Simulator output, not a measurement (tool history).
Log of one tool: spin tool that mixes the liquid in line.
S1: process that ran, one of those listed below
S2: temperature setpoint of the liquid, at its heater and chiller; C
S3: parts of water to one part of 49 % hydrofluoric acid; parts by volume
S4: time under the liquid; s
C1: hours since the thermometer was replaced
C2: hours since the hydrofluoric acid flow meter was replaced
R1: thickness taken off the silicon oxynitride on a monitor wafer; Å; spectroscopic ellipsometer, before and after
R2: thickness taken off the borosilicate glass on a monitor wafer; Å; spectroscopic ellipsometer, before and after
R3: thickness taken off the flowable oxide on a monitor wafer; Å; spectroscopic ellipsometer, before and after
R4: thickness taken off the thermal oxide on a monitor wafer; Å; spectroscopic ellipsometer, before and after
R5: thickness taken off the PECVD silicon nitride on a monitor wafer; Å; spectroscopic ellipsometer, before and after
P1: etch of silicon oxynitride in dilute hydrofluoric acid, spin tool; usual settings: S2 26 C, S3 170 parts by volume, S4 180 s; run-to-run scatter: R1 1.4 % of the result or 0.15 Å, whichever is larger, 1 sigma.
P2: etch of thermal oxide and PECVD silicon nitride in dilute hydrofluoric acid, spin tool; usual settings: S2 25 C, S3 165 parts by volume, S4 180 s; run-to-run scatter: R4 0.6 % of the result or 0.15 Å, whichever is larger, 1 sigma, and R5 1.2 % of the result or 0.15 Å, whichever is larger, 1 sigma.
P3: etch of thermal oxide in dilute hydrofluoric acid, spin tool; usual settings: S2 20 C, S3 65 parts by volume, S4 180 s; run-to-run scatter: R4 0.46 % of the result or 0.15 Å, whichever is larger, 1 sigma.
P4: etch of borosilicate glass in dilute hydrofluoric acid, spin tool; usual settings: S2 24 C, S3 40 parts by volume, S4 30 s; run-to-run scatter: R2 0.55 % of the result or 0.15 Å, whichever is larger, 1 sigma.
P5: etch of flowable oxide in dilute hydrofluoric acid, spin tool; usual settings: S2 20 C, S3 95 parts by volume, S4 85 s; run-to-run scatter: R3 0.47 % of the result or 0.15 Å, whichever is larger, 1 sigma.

run   hour  S1    S2   S3   S4      C1      C2      R1      R2      R3      R4      R5
  1   10.5  P1    26  170  180   830.4   655.6  16.114
  2   17.7  P4  28.5   40   30   837.6   662.8          362.46
  3     28  P5    17   95   85   847.9   673.1                   292.7
  4   36.4  P1    32  170  180   856.3   681.5  21.018
  5   41.5  P4    24   40   30   861.4   686.6          303.52
  6   49.8  P1    26  170  180   869.7   694.9  16.199
  7   60.1  P3    20   65  180     880   705.2                          119.49
  8   66.9  P2    25  165  180   886.8     712                          48.484  22.803
  9   77.6  P1    26  170  180   897.5   722.7  15.899
 10   85.8  P2    25  165  275   905.7   730.9                          75.557  34.395
 11   91.2  P5    20  135   85   911.1   736.3                  224.27
 12  101.9  P1    26   90   80   921.8     747  14.124
 13  111.6  P3    20   95  180   931.5   756.7                          78.748
 14  119.8  P1    26  110  180   939.7   764.9  26.306
 15  125.2  P3    20   65  280   945.1   770.3                          186.89
 16  133.4  P5    20   95   85   953.3   778.5                  331.36
 17  139.6  P5    20   95  140   959.5   784.7                   549.4
 18  150.3  P3    20   65  180   970.2   795.4                          119.32
 19    156  P1  29.5  275  180   975.9   801.1  10.427
 20  166.1  P4    24   40   15     986   811.2           149.5
 21  177.4  P1  32.5  170   60   997.3   822.5  6.8374
 22  185.7  P1    26  170  180  1005.6   830.8  15.525
 23  196.7  P1    26  170  260  1016.6   841.8  22.566
 24  202.6  P4    24   25   30  1022.5   847.7          489.32
 25    208  P1    26  170  180  1027.9   853.1  16.085
 26  213.6  P1    18  170  180  1033.5   858.7  11.375
 27    220  P1    26  230  180  1039.9   865.1  11.352
 28  226.3  P2    25  165  180  1046.2   871.4                          49.349  22.742
 29  237.7  P2    25   90  180  1057.6   882.8                          99.031  41.028
     246.3  -- thermometer replaced
 30  247.1  P1    26  170   80     0.8   892.2  7.2545
 31  254.1  P1    26  170  180     7.8   899.2  15.787
 32  260.6  P3    17   65  180    14.3   905.7                          105.58
 33  268.7  P2    19  165  180    22.4   913.8                          38.978   15.07
 34  280.2  P1    26  170  180    33.9   925.3  15.858
 35  290.3  P1    26  170  180      44   935.4  16.428
 36  298.3  P1    26  170  180      52   943.4  17.373
 37  306.8  P1    26  170  180    60.5   951.9  16.711
 38    314  P1    26  170  180    67.7   959.1  16.939
 39  319.4  P1    26  170  180    73.1   964.5  17.231
 40  330.4  P1    26  170  180    84.1   975.5  17.427
 41  341.9  P1    26  170  180    95.6     987  17.069
 42  350.3  P1    26  170  180     104   995.4  17.189
 43    357  P1    26  170  180   110.7  1002.1  17.377

What P1 gives has crept away from where it was. These 2 causes fit the log equally well, each at the size given:
A: hydrofluoric acid flow above the setpoint (%) = 7.76
B: liquid hotter than its thermometer reads (K) = 1.93
The creep began at about hour 280.2.

4 check runs are offered, each on 5 wafers whose results are averaged, their results left as question marks. Which one tells the causes apart?
check 1  363.7  P4  24   40   30               ?
check 2  363.7  P3  20   65  180                       ?
check 3  363.7  P5  20   95   85                   ?
check 4  363.7  P2  25  165  180                       ?   ?

What each check would give under each cause:
  check  result    if A    if B
check 1      R2  324.04  324.33
check 2      R4  129.91  129.94
check 3      R3  360.07  358.78
check 4      R4  53.601  52.701
check 4      R5  24.379  25.561
How far apart the two closest causes lie, in the result that separates them most: check 1 0.09 %; check 2 0.02 %; check 3 0.36 %; check 4 4.73 %
Only check 4 tells the causes apart: in the others they would give nearly the same result.

Check 4 was then run and gave: R4 52.474 Å; R5 25.309 Å. Which cause is it?

It is B: liquid hotter than its thermometer reads (K).

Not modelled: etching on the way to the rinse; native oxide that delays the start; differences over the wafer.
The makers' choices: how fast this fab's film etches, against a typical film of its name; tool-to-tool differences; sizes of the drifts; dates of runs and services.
